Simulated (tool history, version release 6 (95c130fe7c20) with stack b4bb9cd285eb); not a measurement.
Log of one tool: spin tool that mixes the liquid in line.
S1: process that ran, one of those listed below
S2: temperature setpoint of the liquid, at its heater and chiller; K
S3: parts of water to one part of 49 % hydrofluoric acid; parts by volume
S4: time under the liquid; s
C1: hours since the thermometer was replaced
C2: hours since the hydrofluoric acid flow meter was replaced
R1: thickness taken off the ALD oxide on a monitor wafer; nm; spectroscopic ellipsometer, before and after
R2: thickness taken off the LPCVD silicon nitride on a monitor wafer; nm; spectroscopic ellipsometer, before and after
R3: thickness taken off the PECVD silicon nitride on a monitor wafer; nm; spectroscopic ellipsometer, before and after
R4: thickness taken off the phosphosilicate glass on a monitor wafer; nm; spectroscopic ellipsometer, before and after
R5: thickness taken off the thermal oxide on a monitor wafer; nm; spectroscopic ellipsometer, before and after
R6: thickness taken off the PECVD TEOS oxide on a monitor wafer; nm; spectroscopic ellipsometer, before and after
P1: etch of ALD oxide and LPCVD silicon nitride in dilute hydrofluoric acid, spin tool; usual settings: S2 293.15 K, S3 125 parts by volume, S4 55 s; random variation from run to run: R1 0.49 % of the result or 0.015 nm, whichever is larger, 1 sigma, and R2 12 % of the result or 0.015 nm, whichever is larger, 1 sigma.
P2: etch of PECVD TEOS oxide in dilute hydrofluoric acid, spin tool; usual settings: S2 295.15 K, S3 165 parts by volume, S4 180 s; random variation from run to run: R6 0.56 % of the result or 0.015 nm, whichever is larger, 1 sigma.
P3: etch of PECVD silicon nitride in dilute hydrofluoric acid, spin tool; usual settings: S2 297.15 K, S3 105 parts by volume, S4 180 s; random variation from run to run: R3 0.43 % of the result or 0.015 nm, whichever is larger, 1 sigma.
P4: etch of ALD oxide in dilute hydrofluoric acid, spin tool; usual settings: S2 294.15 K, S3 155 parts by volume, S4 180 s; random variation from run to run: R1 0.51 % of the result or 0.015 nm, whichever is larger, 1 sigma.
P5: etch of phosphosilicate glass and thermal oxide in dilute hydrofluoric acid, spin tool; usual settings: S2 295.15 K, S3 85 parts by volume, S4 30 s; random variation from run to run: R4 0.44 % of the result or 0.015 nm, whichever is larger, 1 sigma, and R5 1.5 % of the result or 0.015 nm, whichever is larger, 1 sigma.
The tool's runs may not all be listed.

run 1 hour=4.9 | S1=P1 S2=293.15 S3=125 S4=55 | C1=1248.8 C2=824.4 | R1=8.6856 R2=0.153730
run 2 hour=10.9 | S1=P4 S2=294.15 S3=155 S4=180 | C1=1254.8 C2=830.4 | R1=14.8980
run 3 hour=18.5 | S1=P3 S2=301.15 S3=105 S4=180 | C1=1262.4 C2=838.0 | R3=12.2380
run 4 hour=25.8 | S1=P5 S2=295.15 S3=85 S4=15 | C1=1269.7 C2=845.3 | R4=27.495 R5=0.81295
run 5 hour=32.9 | S1=P3 S2=297.15 S3=170 S4=180 | C1=1276.8 C2=852.4 | R3=5.9083
run 6 hour=37.4 | S1=P1 S2=293.15 S3=125 S4=55 | C1=1281.3 C2=856.9 | R1=8.6458 R2=0.197940
run 7 hour=42.7 | S1=P1 S2=293.15 S3=125 S4=55 | C1=1286.6 C2=862.2 | R1=8.5829 R2=0.177050
run 8 hour=49.1 | S1=P1 S2=300.65 S3=125 S4=55 | C1=1293.0 C2=868.6 | R1=11.6710 R2=0.290770
run 9 hour=53.7 | S1=P1 S2=290.15 S3=125 S4=85 | C1=1297.6 C2=873.2 | R1=11.8260 R2=0.244450
run 10 hour=61.2 | S1=P1 S2=293.15 S3=175 S4=55 | C1=1305.1 C2=880.7 | R1=5.8547 R2=0.131470
run 11 hour=66.4 | S1=P1 S2=293.15 S3=125 S4=90 | C1=1310.3 C2=885.9 | R1=14.3210 R2=0.256340
run 12 hour=72.4 | S1=P2 S2=295.15 S3=165 S4=45 | C1=1316.3 C2=891.9 | R6=2.3580
run 13 hour=77.8 | S1=P2 S2=295.15 S3=165 S4=180 | C1=1321.7 C2=897.3 | R6=9.5581
run 14 hour=85.4 | S1=P5 S2=295.15 S3=85 S4=30 | C1=1329.3 C2=904.9 | R4=54.993 R5=1.57700
-- hour=85.5 thermometer replaced
run 15 hour=92.2 | S1=P4 S2=300.15 S3=155 S4=180 | C1=6.8 C2=911.7 | R1=18.9300
run 16 hour=97.1 | S1=P1 S2=293.15 S3=125 S4=55 | C1=11.7 C2=916.6 | R1=8.6491 R2=0.153420
run 17 hour=100.9 | S1=P2 S2=290.15 S3=165 S4=180 | C1=15.5 C2=920.4 | R6=7.8476
run 18 hour=108.2 | S1=P2 S2=295.15 S3=280 S4=180 | C1=22.8 C2=927.7 | R6=5.0525
run 19 hour=112.8 | S1=P3 S2=297.15 S3=105 S4=40 | C1=27.4 C2=932.3 | R3=2.1105
run 20 hour=121.5 | S1=P4 S2=294.15 S3=155 S4=305 | C1=36.1 C2=941.0 | R1=25.1160
run 21 hour=127.5 | S1=P1 S2=293.15 S3=125 S4=15 | C1=42.1 C2=947.0 | R1=2.3866 R2=0.055492
run 22 hour=134.3 | S1=P2 S2=295.15 S3=165 S4=180 | C1=48.9 C2=953.8 | R6=9.5968
run 23 hour=141.1 | S1=P5 S2=302.65 S3=85 S4=30 | C1=55.7 C2=960.6 | R4=74.538 R5=2.09230
run 24 hour=145.1 | S1=P1 S2=293.15 S3=45 S4=55 | C1=59.7 C2=964.6 | R1=26.3430 R2=0.340200
run 25 hour=149.7 | S1=P4 S2=294.15 S3=155 S4=180 | C1=64.3 C2=969.2 | R1=15.0010
run 26 hour=156.2 | S1=P3 S2=297.15 S3=105 S4=180 | C1=70.8 C2=975.7 | R3=9.4640
run 27 hour=163.7 | S1=P5 S2=295.15 S3=120 S4=30 | C1=78.3 C2=983.2 | R4=37.680 R5=1.07760
run 28 hour=171.2 | S1=P4 S2=294.15 S3=245 S4=180 | C1=85.8 C2=990.7 | R1=8.6597
run 29 hour=175.9 | S1=P1 S2=290.15 S3=125 S4=55 | C1=90.5 C2=995.4 | R1=7.6733 R2=0.152600
run 30 hour=181.1 | S1=P1 S2=293.15 S3=200 S4=15 | C1=95.7 C2=1000.6 | R1=1.3422 R2=0.047047
run 31 hour=187.3 | S1=P5 S2=295.15 S3=85 S4=30 | C1=101.9 C2=1006.8 | R4=55.045 R5=1.59510
run 32 hour=195.5 | S1=P1 S2=293.15 S3=125 S4=55 | C1=110.1 C2=1015.0 | R1=8.7167 R2=0.195040
run 33 hour=201.2 | S1=P1 S2=293.15 S3=125 S4=55 | C1=115.8 C2=1020.7 | R1=8.8808 R2=0.178500
run 34 hour=209.4 | S1=P1 S2=293.15 S3=125 S4=55 | C1=124.0 C2=1028.9 | R1=9.1499 R2=0.127310
run 35 hour=217.5 | S1=P1 S2=293.15 S3=125 S4=55 | C1=132.1 C2=1037.0 | R1=9.1272 R2=0.170050
run 36 hour=222.7 | S1=P1 S2=293.15 S3=125 S4=55 | C1=137.3 C2=1042.2 | R1=9.2689 R2=0.147400
run 37 hour=228.2 | S1=P1 S2=293.15 S3=125 S4=55 | C1=142.8 C2=1047.7 | R1=9.2433 R2=0.185710
run 38 hour=234.0 | S1=P1 S2=293.15 S3=125 S4=55 | C1=148.6 C2=1053.5 | R1=9.2958 R2=0.150980
run 39 hour=241.4 | S1=P1 S2=293.15 S3=125 S4=55 | C1=156.0 C2=1060.9 | R1=9.3167 R2=0.158080
run 40 hour=246.9 | S1=P1 S2=293.15 S3=125 S4=55 | C1=161.5 C2=1066.4 | R1=9.2986 R2=0.161590
run 41 hour=251.1 | S1=P1 S2=293.15 S3=125 S4=55 | C1=165.7 C2=1070.6 | R1=9.3251 R2=0.142200

What P1 gives has crept away from where it was. These 2 causes fit the log equally well, each at the size given:
A: liquid hotter than its thermometer reads (K) = 1.83
B: hydrofluoric acid flow above the setpoint (%) = 6.66
The creep began at about hour 195.5.

4 check runs are offered, one wafer each, their results left as question marks. Which one tells the causes apart?
run check 1 hour=255.3 | S1=P4 S2=298.15 S3=155 S4=180 | R1=?
run check 2 hour=255.3 | S1=P5 S2=295.15 S3=85 S4=15 | R4=? R5=?
run check 3 hour=255.3 | S1=P3 S2=297.15 S3=145 S4=75 | R3=?
run check 4 hour=255.3 | S1=P2 S2=295.15 S3=220 S4=55 | R6=?

What each check would give under each cause:
check=check_1 result=R1 if_A=18.7230 if_B=18.8630
check=check_2 result=R4 if_A=29.588 if_B=29.497
check=check_2 result=R5 if_A=0.84506 if_B=0.84244
check=check_3 result=R3 if_A=3.2266 if_B=3.0581
check=check_4 result=R6 if_A=2.2131 if_B=2.2372
How far apart the two closest causes lie, in the result that separates them most: check 1 0.74 %; check 2 0.31 %; check 3 5.36 %; check 4 1.08 %
Check 3 tells the causes apart: in the others they would give nearly the same result.

Then check 3 was run and gave: R3 3.0326 nm. Which cause is it?

It is B: hydrofluoric acid flow above the setpoint (%).
